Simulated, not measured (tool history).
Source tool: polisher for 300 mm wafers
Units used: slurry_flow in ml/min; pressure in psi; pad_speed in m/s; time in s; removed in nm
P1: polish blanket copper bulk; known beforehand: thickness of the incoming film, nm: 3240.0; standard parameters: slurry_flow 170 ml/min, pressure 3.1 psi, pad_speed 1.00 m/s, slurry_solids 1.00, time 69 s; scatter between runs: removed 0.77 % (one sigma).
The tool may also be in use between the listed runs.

run	hour	slurry_flow	pressure	pad_speed	slurry_solids	time	wafers polished on this pad	hours since the slurry nozzle was cleaned	hours since the head pressure was calibrated	hours since the slurry blender was calibrated	removed
1	9.5	170	3.1	1.00	1.00	69	929	460.1	528.3	311.7	770.09
2	19.3	170	3.1	1.00	0.50	69	982	469.9	538.1	321.5	672.66
3	30.0	170	3.1	1.00	1.45	69	1039	480.6	548.8	332.2	845.45
4	43.2	170	3.1	1.00	1.00	31	1110	493.8	562.0	345.4	344.50
5	58.7	170	3.1	1.00	1.00	69	1194	509.3	577.5	360.9	771.06
6	70.4	170	3.1	1.00	1.00	69	1256	521.0	589.2	372.6	776.67
7	84.1	170	3.1	0.58	1.00	69	1330	534.7	602.9	386.3	450.55
8	99.9	170	1.4	1.00	1.00	69	1415	550.5	618.7	402.1	348.00
9	116.3	170	2.1	1.40	1.00	69	1503	566.9	635.1	418.5	728.86
10	133.0	100	3.1	1.00	1.00	69	1593	583.6	651.8	435.2	691.05
11	141.0	170	3.1	1.60	1.00	69	1636	591.6	659.8	443.2	1249.90
12	150.7	170	3.1	1.00	1.00	69	1688	601.3	669.5	452.9	763.62
13	163.7	255	3.1	1.00	1.00	69	1758	614.3	682.5	465.9	814.94
14	179.1	170	4.1	1.00	1.00	69	1841	629.7	697.9	481.3	1027.20
15	187.0	170	3.1	1.00	1.00	69	1883	637.6	705.8	489.2	788.00
16	199.2	170	3.1	1.00	1.00	69	1949	649.8	718.0	501.4	767.46
17	215.1	170	3.1	1.00	1.00	69	2034	665.7	733.9	517.3	774.89
18	231.5	170	3.1	1.00	1.00	86	2122	682.1	750.3	533.7	961.11
19	238.7	170	3.1	1.00	1.00	69	2161	689.3	757.5	540.9	762.33
20	254.1	170	3.1	1.00	1.00	69	2244	704.7	772.9	556.3	747.85
21	261.4	170	3.1	1.00	1.00	69	2283	712.0	780.2	563.6	738.25
22	269.6	170	3.1	1.00	1.00	69	2327	720.2	788.4	571.8	729.91
23	282.6	170	3.1	1.00	1.00	69	2397	733.2	801.4	584.8	719.65
# hour 294.6: head pressure recalibrated
# hour 296.6: worn pad replaced by a new one
24	298.6	170	3.1	1.00	1.00	69	11	749.2	4.0	600.8	724.49
25	313.5	170	3.1	1.00	1.00	69	91	764.1	18.9	615.7	718.90
26	321.6	170	3.1	1.00	1.00	69	134	772.2	27.0	623.8	725.16

The output of P1 has drifted from where it used to be. Each of the 2 causes below, taken at the size shown beside it, accounts for the log equally well:
A: slurry flow missing at the pad, % = 33.4
B: abrasive missing from the slurry, % = 30.3
The gradual shift began around hour 238.7.
What rules out each remaining cause:
removal rate lost through wear of the pad, %: work on it at hour 296.6, done after the drift set in, did not restore what the process gave before
head's pressure below its setpoint, %: work on it at hour 294.6, done after the drift set in, did not restore what the process gave before

You are offered 4 check runs, listed below with question marks in place of their results; each one averages 2 wafers. Which run separates the listed causes by giving clearly different results for each?
check 1	329.7	170	3.1	1.00	1.00	38					?
check 2	329.7	170	3.1	1.44	1.00	55					?
check 3	329.7	170	2.2	1.00	1.00	69					?
check 4	329.7	105	3.1	1.00	1.25	69					?

What each check would give under each cause:
check	result	if A	if B
check 1	removed	394.46	394.50
check 2	removed	822.15	822.21
check 3	removed	508.32	508.36
check 4	removed	657.82	683.61
Smallest distance between any two causes, each pair judged by its most separating result, in per cent: check 1 0.01 %; check 2 0.01 %; check 3 0.01 %; check 4 3.85 %
Check 4 is the one run that separates the causes; every other check would come out nearly the same whichever cause is at work.

Check 4 was then run and gave: removed 687.79 nm. Which cause is it?

Of the candidate causes, it is B: abrasive missing from the slurry, %.
